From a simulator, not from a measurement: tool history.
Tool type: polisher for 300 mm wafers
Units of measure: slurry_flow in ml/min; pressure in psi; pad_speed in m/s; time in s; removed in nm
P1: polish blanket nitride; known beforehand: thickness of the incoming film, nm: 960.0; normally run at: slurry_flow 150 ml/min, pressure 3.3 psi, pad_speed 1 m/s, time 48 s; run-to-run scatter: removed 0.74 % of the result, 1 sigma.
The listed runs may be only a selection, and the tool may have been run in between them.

run	day	slurry_flow	pressure	pad_speed	time	wafers polished on this pad	hours since the slurry nozzle was cleaned	hours since the head pressure was calibrated	removed
1	0.538	150	3.3	1	48	543	225.9	279.6	77.603
2	0.95	190	3.3	1	48	626	235.8	289.5	79.228
3	1.367	150	3.3	1	48	709	245.8	299.5	76.093
4	1.888	150	3.3	1.52	48	813	258.3	312	106.9
5	2.462	150	3.3	1	48	928	272.1	325.8	77.018
6	3.029	195	3.3	1.44	48	1042	285.7	339.4	107.29
# day 3.204: head pressure recalibrated
7	3.733	150	3.3	1	48	1182	302.6	12.7	77.443
8	4.112	150	3.3	1	72	1258	311.7	21.8	116.68
9	4.679	150	4.3	1	48	1372	325.3	35.4	101.06
10	5.283	150	3.3	0.66	48	1493	339.8	49.9	55.786
11	5.975	90	3.3	1	48	1631	356.4	66.5	68.939
12	6.438	150	3.3	1	48	1723	367.5	77.6	77.1
13	6.892	195	3.3	1	62	1814	378.4	88.5	104.5
14	7.333	150	3.3	1	48	1903	389	99.1	76.706
15	7.775	150	1.9	1	48	1991	399.6	109.7	44.399

Expected results for the next run?
16	8.4	150	3.3	1	23	2116	414.6	124.7	?

removed: 36.678 nm
